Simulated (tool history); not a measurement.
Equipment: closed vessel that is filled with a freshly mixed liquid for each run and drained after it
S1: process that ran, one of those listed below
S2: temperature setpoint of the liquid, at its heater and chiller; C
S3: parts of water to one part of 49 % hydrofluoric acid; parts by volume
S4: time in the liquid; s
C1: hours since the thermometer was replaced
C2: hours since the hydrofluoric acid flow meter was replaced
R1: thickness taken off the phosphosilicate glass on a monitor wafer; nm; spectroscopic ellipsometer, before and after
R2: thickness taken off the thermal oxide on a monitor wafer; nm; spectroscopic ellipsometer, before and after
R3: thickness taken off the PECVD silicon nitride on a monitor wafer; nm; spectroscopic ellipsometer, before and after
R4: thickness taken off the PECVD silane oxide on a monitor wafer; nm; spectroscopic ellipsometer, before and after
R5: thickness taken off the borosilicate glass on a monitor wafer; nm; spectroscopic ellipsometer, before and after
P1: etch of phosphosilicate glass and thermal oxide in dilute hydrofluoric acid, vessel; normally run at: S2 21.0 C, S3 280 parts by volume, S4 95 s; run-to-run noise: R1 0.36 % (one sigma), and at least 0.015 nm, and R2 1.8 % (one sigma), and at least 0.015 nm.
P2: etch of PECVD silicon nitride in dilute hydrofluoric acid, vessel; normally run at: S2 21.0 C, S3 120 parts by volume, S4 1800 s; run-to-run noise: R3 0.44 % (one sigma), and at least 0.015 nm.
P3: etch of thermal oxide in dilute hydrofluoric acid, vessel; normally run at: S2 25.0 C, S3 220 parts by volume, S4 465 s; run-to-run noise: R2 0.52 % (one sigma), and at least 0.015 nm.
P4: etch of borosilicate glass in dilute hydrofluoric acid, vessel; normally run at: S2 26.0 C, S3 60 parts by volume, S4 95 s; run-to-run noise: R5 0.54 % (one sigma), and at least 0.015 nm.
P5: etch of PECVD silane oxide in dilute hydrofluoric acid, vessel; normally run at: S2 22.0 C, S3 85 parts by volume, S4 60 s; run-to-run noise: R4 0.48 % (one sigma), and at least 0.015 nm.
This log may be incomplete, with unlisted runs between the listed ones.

run 1 day=0.108 | S1=P1 S2=21.0 S3=280 S4=95 | C1=979.5 C2=1486.4 | R1=32.581 R2=1.14330
run 2 day=0.308 | S1=P3 S2=31.5 S3=220 S4=465 | C1=984.3 C2=1491.2 | R2=11.26000
run 3 day=0.446 | S1=P1 S2=21.0 S3=280 S4=95 | C1=987.6 C2=1494.5 | R1=32.416 R2=1.13230
run 4 day=0.621 | S1=P3 S2=25.0 S3=315 S4=465 | C1=991.8 C2=1498.7 | R2=5.74250
run 5 day=0.808 | S1=P3 S2=25.0 S3=220 S4=465 | C1=996.3 C2=1503.2 | R2=8.95130
run 6 day=1.029 | S1=P3 S2=25.0 S3=220 S4=35 | C1=1001.6 C2=1508.5 | R2=0.68467
run 7 day=1.167 | S1=P1 S2=21.0 S3=280 S4=95 | C1=1004.9 C2=1511.8 | R1=32.666 R2=1.15180
run 8 day=1.279 | S1=P2 S2=17.0 S3=120 S4=1800 | C1=1007.6 C2=1514.5 | R3=28.7450
run 9 day=1.396 | S1=P1 S2=21.0 S3=280 S4=95 | C1=1010.4 C2=1517.3 | R1=32.664 R2=1.12590
run 10 day=1.571 | S1=P1 S2=17.0 S3=105 S4=95 | C1=1014.6 C2=1521.5 | R1=87.601 R2=3.10430
run 11 day=1.792 | S1=P5 S2=26.5 S3=85 S4=60 | C1=1019.9 C2=1526.8 | R4=25.682
run 12 day=2.021 | S1=P4 S2=26.0 S3=60 S4=95 | C1=1025.4 C2=1532.3 | R5=50.401
run 13 day=2.196 | S1=P3 S2=25.0 S3=220 S4=465 | C1=1029.6 C2=1536.5 | R2=8.89490
run 14 day=2.333 | S1=P2 S2=21.0 S3=120 S4=305 | C1=1032.9 C2=1539.8 | R3=6.4199
run 15 day=2.462 | S1=P1 S2=21.0 S3=180 S4=95 | C1=1036.0 C2=1542.9 | R1=55.732 R2=1.97610
run 16 day=2.675 | S1=P5 S2=22.0 S3=85 S4=110 | C1=1041.1 C2=1548.0 | R4=39.973
run 17 day=2.825 | S1=P4 S2=26.0 S3=60 S4=30 | C1=1044.7 C2=1551.6 | R5=15.868
run 18 day=3.004 | S1=P5 S2=22.0 S3=85 S4=60 | C1=1049.0 C2=1555.9 | R4=21.393
run 19 day=3.171 | S1=P1 S2=21.0 S3=280 S4=30 | C1=1053.0 C2=1559.9 | R1=10.298 R2=0.35439
run 20 day=3.375 | S1=P1 S2=21.0 S3=280 S4=95 | C1=1057.9 C2=1564.8 | R1=32.621 R2=1.16910
run 21 day=3.588 | S1=P1 S2=21.0 S3=280 S4=145 | C1=1063.0 C2=1569.9 | R1=49.924 R2=1.76770
run 22 day=3.729 | S1=P2 S2=21.0 S3=30 S4=1800 | C1=1066.4 C2=1573.3 | R3=146.2200
run 23 day=3.858 | S1=P1 S2=17.0 S3=280 S4=95 | C1=1069.5 C2=1576.4 | R1=28.102 R2=0.98227
run 24 day=4.012 | S1=P4 S2=26.0 S3=35 S4=95 | C1=1073.2 C2=1580.1 | R5=90.153
run 25 day=4.179 | S1=P1 S2=21.0 S3=280 S4=95 | C1=1077.2 C2=1584.1 | R1=32.417 R2=1.14760
run 26 day=4.288 | S1=P5 S2=22.0 S3=85 S4=60 | C1=1079.8 C2=1586.7 | R4=21.518
run 27 day=4.475 | S1=P1 S2=26.0 S3=280 S4=95 | C1=1084.3 C2=1591.2 | R1=38.908 R2=1.39950
run 28 day=4.608 | S1=P1 S2=21.0 S3=430 S4=95 | C1=1087.5 C2=1594.4 | R1=18.525 R2=0.63674
run 29 day=4.842 | S1=P4 S2=34.0 S3=60 S4=95 | C1=1093.1 C2=1600.0 | R5=68.755
run 30 day=4.975 | S1=P2 S2=21.0 S3=120 S4=1800 | C1=1096.3 C2=1603.2 | R3=37.8100
run 31 day=5.200 | S1=P5 S2=22.0 S3=145 S4=60 | C1=1101.7 C2=1608.6 | R4=11.803
run 32 day=5.354 | S1=P1 S2=21.0 S3=280 S4=95 | C1=1105.4 C2=1612.3 | R1=32.482 R2=1.16060
run 33 day=5.571 | S1=P1 S2=21.0 S3=280 S4=95 | C1=1110.6 C2=1617.5 | R1=32.547 R2=1.10190
run 34 day=5.692 | S1=P1 S2=21.0 S3=280 S4=95 | C1=1113.5 C2=1620.4 | R1=33.054 R2=1.15750
run 35 day=5.817 | S1=P1 S2=21.0 S3=280 S4=95 | C1=1116.5 C2=1623.4 | R1=33.786 R2=1.14200
run 36 day=6.000 | S1=P1 S2=21.0 S3=280 S4=95 | C1=1120.9 C2=1627.8 | R1=34.206 R2=1.19850
run 37 day=6.129 | S1=P1 S2=21.0 S3=280 S4=95 | C1=1124.0 C2=1630.9 | R1=34.661 R2=1.19190
run 38 day=6.254 | S1=P1 S2=21.0 S3=280 S4=95 | C1=1127.0 C2=1633.9 | R1=34.616 R2=1.21180
run 39 day=6.433 | S1=P1 S2=21.0 S3=280 S4=95 | C1=1131.3 C2=1638.2 | R1=34.679 R2=1.20630
run 40 day=6.646 | S1=P1 S2=21.0 S3=280 S4=95 | C1=1136.4 C2=1643.3 | R1=35.034 R2=1.23150

What P1 gives has crept off from where it sat before. The 2 causes that follow fit the log equally well, each at the size noted:
A: liquid hotter than its thermometer reads (K) = 1.78
B: hydrofluoric acid flow above the setpoint (%) = 5.24
The creep began at about day 5.571.

The check runs listed below each take one wafer, and their results are still question marks. Under which run would the listed causes lead to clearly different results?
run check 1 day=6.858 | S1=P5 S2=22.0 S3=130 S4=60 | R4=?
run check 2 day=6.858 | S1=P4 S2=32.0 S3=60 S4=35 | R5=?
run check 3 day=6.858 | S1=P2 S2=21.0 S3=120 S4=1165 | R3=?
run check 4 day=6.858 | S1=P3 S2=28.0 S3=220 S4=250 | R2=?

Expected result of each check under each candidate cause:
check=check_1 result=R4 if_A=14.373 if_B=14.209
check=check_2 result=R5 if_A=25.178 if_B=24.886
check=check_3 result=R3 if_A=27.5000 if_B=25.6810
check=check_4 result=R2 if_A=5.69430 if_B=5.70750
Minimum pairwise separation of causes per check, each pair taken at its best-separating result: check 1 1.14 %; check 2 1.17 %; check 3 6.84 %; check 4 0.23 %
Only check 3 tells the causes apart: in the others they would give nearly the same result.

Check 3 was then run and gave: R3 25.9350 nm. Which cause is it?

It is B: hydrofluoric acid flow above the setpoint (%).
